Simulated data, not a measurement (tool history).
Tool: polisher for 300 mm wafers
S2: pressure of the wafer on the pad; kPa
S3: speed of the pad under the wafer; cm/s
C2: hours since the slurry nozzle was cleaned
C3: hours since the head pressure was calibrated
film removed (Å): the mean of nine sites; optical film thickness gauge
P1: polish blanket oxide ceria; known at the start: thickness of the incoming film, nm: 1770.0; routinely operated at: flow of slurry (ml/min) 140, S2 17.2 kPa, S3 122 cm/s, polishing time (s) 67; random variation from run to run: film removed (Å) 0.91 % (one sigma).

Run 1, hour 7.6: flow of slurry (ml/min) 140, S2 17.2 kPa, S3 122 cm/s, polishing time (s) 67; wafers polished on this pad 948; C2 601.0; C3 1153.8. Result: film removed (Å) 2684.3.
Run 2, hour 13.4: flow of slurry (ml/min) 140, S2 17.2 kPa, S3 192 cm/s, polishing time (s) 67; wafers polished on this pad 998; C2 606.8; C3 1159.6. Result: film removed (Å) 4175.2.
Run 3, hour 17.0: flow of slurry (ml/min) 140, S2 17.2 kPa, S3 90 cm/s, polishing time (s) 67; wafers polished on this pad 1029; C2 610.4; C3 1163.2. Result: film removed (Å) 1914.3.
Run 4, hour 21.5: flow of slurry (ml/min) 140, S2 17.2 kPa, S3 122 cm/s, polishing time (s) 67; wafers polished on this pad 1067; C2 614.9; C3 1167.7. Result: film removed (Å) 2653.3.
Run 5, hour 29.3: flow of slurry (ml/min) 140, S2 17.2 kPa, S3 122 cm/s, polishing time (s) 67; wafers polished on this pad 1134; C2 622.7; C3 1175.5. Result: film removed (Å) 2658.2.
Run 6, hour 33.0: flow of slurry (ml/min) 140, S2 17.2 kPa, S3 122 cm/s, polishing time (s) 99; wafers polished on this pad 1166; C2 626.4; C3 1179.2. Result: film removed (Å) 3951.8.
Run 7, hour 40.0: flow of slurry (ml/min) 140, S2 17.2 kPa, S3 122 cm/s, polishing time (s) 34; wafers polished on this pad 1226; C2 633.4; C3 1186.2. Result: film removed (Å) 1316.1.
Run 8, hour 43.5: flow of slurry (ml/min) 200, S2 17.2 kPa, S3 122 cm/s, polishing time (s) 67; wafers polished on this pad 1256; C2 636.9; C3 1189.7. Result: film removed (Å) 2728.0.
Run 9, hour 51.2: flow of slurry (ml/min) 100, S2 7.6 kPa, S3 122 cm/s, polishing time (s) 67; wafers polished on this pad 1322; C2 644.6; C3 1197.4. Result: film removed (Å) 1060.9.
Run 10, hour 58.2: flow of slurry (ml/min) 140, S2 17.2 kPa, S3 122 cm/s, polishing time (s) 67; wafers polished on this pad 1381; C2 651.6; C3 1204.4. Result: film removed (Å) 2654.0.
Run 11, hour 63.4: flow of slurry (ml/min) 90, S2 17.2 kPa, S3 122 cm/s, polishing time (s) 67; wafers polished on this pad 1426; C2 656.8; C3 1209.6. Result: film removed (Å) 2408.3.
Run 12, hour 70.8: flow of slurry (ml/min) 140, S2 26.9 kPa, S3 122 cm/s, polishing time (s) 67; wafers polished on this pad 1489; C2 664.2; C3 1217.0. Result: film removed (Å) 4132.8.
Run 13, hour 74.4: flow of slurry (ml/min) 140, S2 7.6 kPa, S3 122 cm/s, polishing time (s) 67; wafers polished on this pad 1520; C2 667.8; C3 1220.6. Result: film removed (Å) 1167.7.
Run 14, hour 79.9: flow of slurry (ml/min) 140, S2 17.2 kPa, S3 122 cm/s, polishing time (s) 67; wafers polished on this pad 1567; C2 673.3; C3 1226.1. Result: film removed (Å) 2656.8.
Run 15, hour 83.2: flow of slurry (ml/min) 140, S2 17.2 kPa, S3 122 cm/s, polishing time (s) 67; wafers polished on this pad 1595; C2 676.6; C3 1229.4. Result: film removed (Å) 2636.3.
Run 16, hour 87.4: flow of slurry (ml/min) 140, S2 17.2 kPa, S3 122 cm/s, polishing time (s) 67; wafers polished on this pad 1631; C2 680.8; C3 1233.6. Result: film removed (Å) 2638.1.
Run 17, hour 91.3: flow of slurry (ml/min) 140, S2 17.2 kPa, S3 122 cm/s, polishing time (s) 67; wafers polished on this pad 1665; C2 684.7; C3 1237.5. Result: film removed (Å) 2583.2.
Run 18, hour 97.3: flow of slurry (ml/min) 140, S2 17.2 kPa, S3 122 cm/s, polishing time (s) 67; wafers polished on this pad 1716; C2 690.7; C3 1243.5. Result: film removed (Å) 2493.3.
Run 19, hour 104.2: flow of slurry (ml/min) 140, S2 17.2 kPa, S3 122 cm/s, polishing time (s) 67; wafers polished on this pad 1775; C2 697.6; C3 1250.4. Result: film removed (Å) 2425.7.
Run 20, hour 109.5: flow of slurry (ml/min) 140, S2 17.2 kPa, S3 122 cm/s, polishing time (s) 67; wafers polished on this pad 1821; C2 702.9; C3 1255.7. Result: film removed (Å) 2428.0.
At hour 113.1: head pressure recalibrated.
Run 21, hour 113.2: flow of slurry (ml/min) 140, S2 17.2 kPa, S3 122 cm/s, polishing time (s) 67; wafers polished on this pad 1852; C2 706.6; C3 0.2. Result: film removed (Å) 2340.9.
Run 22, hour 119.1: flow of slurry (ml/min) 140, S2 17.2 kPa, S3 122 cm/s, polishing time (s) 67; wafers polished on this pad 1903; C2 712.5; C3 6.1. Result: film removed (Å) 2375.1.
Run 23, hour 126.6: flow of slurry (ml/min) 140, S2 17.2 kPa, S3 122 cm/s, polishing time (s) 67; wafers polished on this pad 1967; C2 720.0; C3 13.6. Result: film removed (Å) 2325.4.
Run 24, hour 133.9: flow of slurry (ml/min) 140, S2 17.2 kPa, S3 122 cm/s, polishing time (s) 67; wafers polished on this pad 2029; C2 727.3; C3 20.9. Result: film removed (Å) 2342.0.

What P1 gives has crept away from where it was. These 2 causes fit the log equally well, each at the size given:
A: removal rate lost through wear of the pad, % = 10.4
B: slurry flow missing at the pad, % = 37.9
The drift started at roughly hour 87.4.
Each remaining cause and why it is not a fit:
head's pressure below its setpoint, %: serviced after onset, at hour 113.1, with no recovery of the prior output

Each of the check runs listed below is run on 3 wafers and reports their average, with the results left as question marks. Pick the one under which the possible causes would lead to clearly different results.
Run check 1, hour 141.2: flow of slurry (ml/min) 140, S2 13.1 kPa, S3 122 cm/s, polishing time (s) 48. Result: film removed (Å) ?.
Run check 2, hour 141.2: flow of slurry (ml/min) 100, S2 26.2 kPa, S3 122 cm/s, polishing time (s) 67. Result: film removed (Å) ?.
Run check 3, hour 141.2: flow of slurry (ml/min) 140, S2 17.2 kPa, S3 168 cm/s, polishing time (s) 67. Result: film removed (Å) ?.
Run check 4, hour 141.2: flow of slurry (ml/min) 140, S2 17.2 kPa, S3 186 cm/s, polishing time (s) 67. Result: film removed (Å) ?.

Outcome of each check run for each possible cause:
  check            result    if A    if B
check 1  film removed (Å)  1287.8  1287.7
check 2  film removed (Å)  3343.1  3220.6
check 3  film removed (Å)  3257.1  3256.7
check 4  film removed (Å)  3606.0  3605.7
Smallest distance between any two causes, each pair judged by its most separating result, in per cent: check 1 0.01 %; check 2 3.73 %; check 3 0.01 %; check 4 0.01 %
The other checks would show nearly matching results whichever cause is true, so check 2 is the only one that separates the causes.

After running check 2, the following was obtained: film removed (Å) 3219.2. Which cause does this point to?

B is the cause: slurry flow missing at the pad, %.

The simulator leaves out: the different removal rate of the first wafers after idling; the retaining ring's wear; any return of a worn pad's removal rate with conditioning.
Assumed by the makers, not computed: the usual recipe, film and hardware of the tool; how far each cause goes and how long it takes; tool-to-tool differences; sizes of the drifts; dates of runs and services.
